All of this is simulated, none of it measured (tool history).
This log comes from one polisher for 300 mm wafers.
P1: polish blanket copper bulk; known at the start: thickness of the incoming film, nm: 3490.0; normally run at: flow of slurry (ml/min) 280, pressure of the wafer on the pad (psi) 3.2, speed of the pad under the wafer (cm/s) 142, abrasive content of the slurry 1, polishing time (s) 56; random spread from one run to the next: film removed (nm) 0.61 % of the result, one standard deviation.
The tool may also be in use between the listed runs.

run	hour	flow of slurry (ml/min)	pressure of the wafer on the pad (psi)	speed of the pad under the wafer (cm/s)	abrasive content of the slurry	polishing time (s)	wafers polished on this pad	hours since the slurry nozzle was cleaned	hours since the head pressure was calibrated	hours since the slurry blender was calibrated	film removed (nm)
1	8.1	280	3.2	142	1	56	209	217.8	823.6	281.4	709.61
2	17.8	385	3.2	142	1	80	317	227.5	833.3	291.1	1034.4
3	22.7	280	3.2	142	1	56	371	232.4	838.2	296	702.73
4	30.8	410	3.2	142	1	56	461	240.5	846.3	304.1	733.39
5	36.5	280	3.2	142	1	25	524	246.2	852	309.8	318.24
6	45	280	3.2	142	1	88	619	254.7	860.5	318.3	1117.6
7	53.3	370	3.2	142	0.65	56	711	263	868.8	326.6	664.71
8	60.1	280	3.2	142	1	56	786	269.8	875.6	333.4	697.28
9	66	280	3.2	142	1	56	852	275.7	881.5	339.3	702.9
10	73.7	280	3.2	142	1	56	937	283.4	889.2	347	707.12
11	78.4	280	3.2	218	1	56	989	288.1	893.9	351.7	1092.7
12	83	280	3.2	64	1	56	1041	292.7	898.5	356.3	319.6
13	89.4	280	3.2	142	1.4	56	1112	299.1	904.9	362.7	763.65
14	97.9	280	3.2	142	1	56	1206	307.6	913.4	371.2	714.28
15	107	280	4.9	142	1	56	1307	316.7	922.5	380.3	1076.1
16	113.3	280	3.2	142	1	56	1377	323	928.8	386.6	715.14
17	122.3	280	1.8	142	1	56	1477	332	937.8	395.6	398.94

What does the tool deliver on the next run?
# hour 125.3: slurry nozzle cleaned
18	126.8	170	3.2	142	1	56	1527	1.5	942.3	400.1	?

film removed (nm): 662.83
